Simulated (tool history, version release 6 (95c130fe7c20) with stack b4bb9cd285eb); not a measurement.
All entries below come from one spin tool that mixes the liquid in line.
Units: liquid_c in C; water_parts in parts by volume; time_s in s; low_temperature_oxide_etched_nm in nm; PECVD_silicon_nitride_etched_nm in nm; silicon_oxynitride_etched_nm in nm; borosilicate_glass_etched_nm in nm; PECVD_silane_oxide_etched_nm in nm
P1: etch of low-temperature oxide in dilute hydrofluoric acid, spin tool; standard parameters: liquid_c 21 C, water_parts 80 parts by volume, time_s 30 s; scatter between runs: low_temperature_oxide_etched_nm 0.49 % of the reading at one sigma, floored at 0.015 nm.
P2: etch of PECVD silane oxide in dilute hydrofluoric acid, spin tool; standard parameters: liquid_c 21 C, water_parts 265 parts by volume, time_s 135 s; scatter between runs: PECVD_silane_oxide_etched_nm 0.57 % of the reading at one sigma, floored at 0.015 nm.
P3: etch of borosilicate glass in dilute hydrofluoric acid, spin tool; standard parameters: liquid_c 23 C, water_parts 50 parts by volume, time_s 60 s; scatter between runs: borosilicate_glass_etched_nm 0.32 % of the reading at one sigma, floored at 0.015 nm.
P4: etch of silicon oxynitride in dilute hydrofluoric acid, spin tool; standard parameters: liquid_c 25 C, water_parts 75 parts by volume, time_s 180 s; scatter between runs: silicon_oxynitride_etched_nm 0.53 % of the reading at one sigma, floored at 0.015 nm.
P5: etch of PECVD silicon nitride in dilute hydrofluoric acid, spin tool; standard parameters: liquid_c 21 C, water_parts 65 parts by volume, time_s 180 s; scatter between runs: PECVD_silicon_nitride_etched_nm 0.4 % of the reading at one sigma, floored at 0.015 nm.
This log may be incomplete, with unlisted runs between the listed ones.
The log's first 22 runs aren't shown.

run     day  process  liquid_c  water_parts  time_s  hours since the thermometer was replaced  hours since the hydrofluoric acid flow meter was replaced  low_temperature_oxide_etched_nm  PECVD_silicon_nitride_etched_nm  silicon_oxynitride_etched_nm  borosilicate_glass_etched_nm  PECVD_silane_oxide_etched_nm
 23   9.246       P4        25           75     270                                     728.6                                                      170.4                                                                                          7.4729
 24   9.717       P1        21           35      45                                     739.9                                                      181.7                           23.433
 25  10.158       P1        21           25      30                                     750.5                                                      192.3                           22.048
 26  10.521       P1        21           80      55                                     759.2                                                        201                           12.022
 27  10.983       P2        21          265     135                                     770.3                                                      212.1                                                                                                                                                      15.737
 28  11.321       P3        23           50      60                                     778.4                                                      220.2                                                                                                                        55.635
 29  11.688       P1        21           80      30                                     787.2                                                        229                           6.4749
 30  12.042       P1        21           80      30                                     795.7                                                      237.5                           6.5177
 31  12.358       P2        21          265     135                                     803.3                                                      245.1                                                                                                                                                      15.757
 32  12.858       P3        30           50      60                                     815.3                                                      257.1                                                                                                                        73.871
 33  13.154       P1        21           80      30                                     822.4                                                      264.2                           6.4278
 34  13.696       P1        21           80      30                                     835.4                                                      277.2                           6.2548
 35  13.958       P1        21           80      30                                     841.7                                                      283.5                           6.1349
 36  14.283       P1        21           80      30                                     849.5                                                      291.3                            6.054
 37  14.658       P1        21           80      30                                     858.5                                                      300.3                           6.0976
 38  15.183       P1        21           80      30                                     871.1                                                      312.9                           5.9651
 39  15.483       P1        21           80      30                                     878.3                                                      320.1                           5.9878
 40  15.729       P1        21           80      30                                     884.2                                                        326                           6.0052

Run 41 comes next. What will it give?
 41  16.146       P1        21           80      30                                     894.2                                                        336                                ?

{"run 41": {"low_temperature_oxide_etched_nm": 5.9579}}
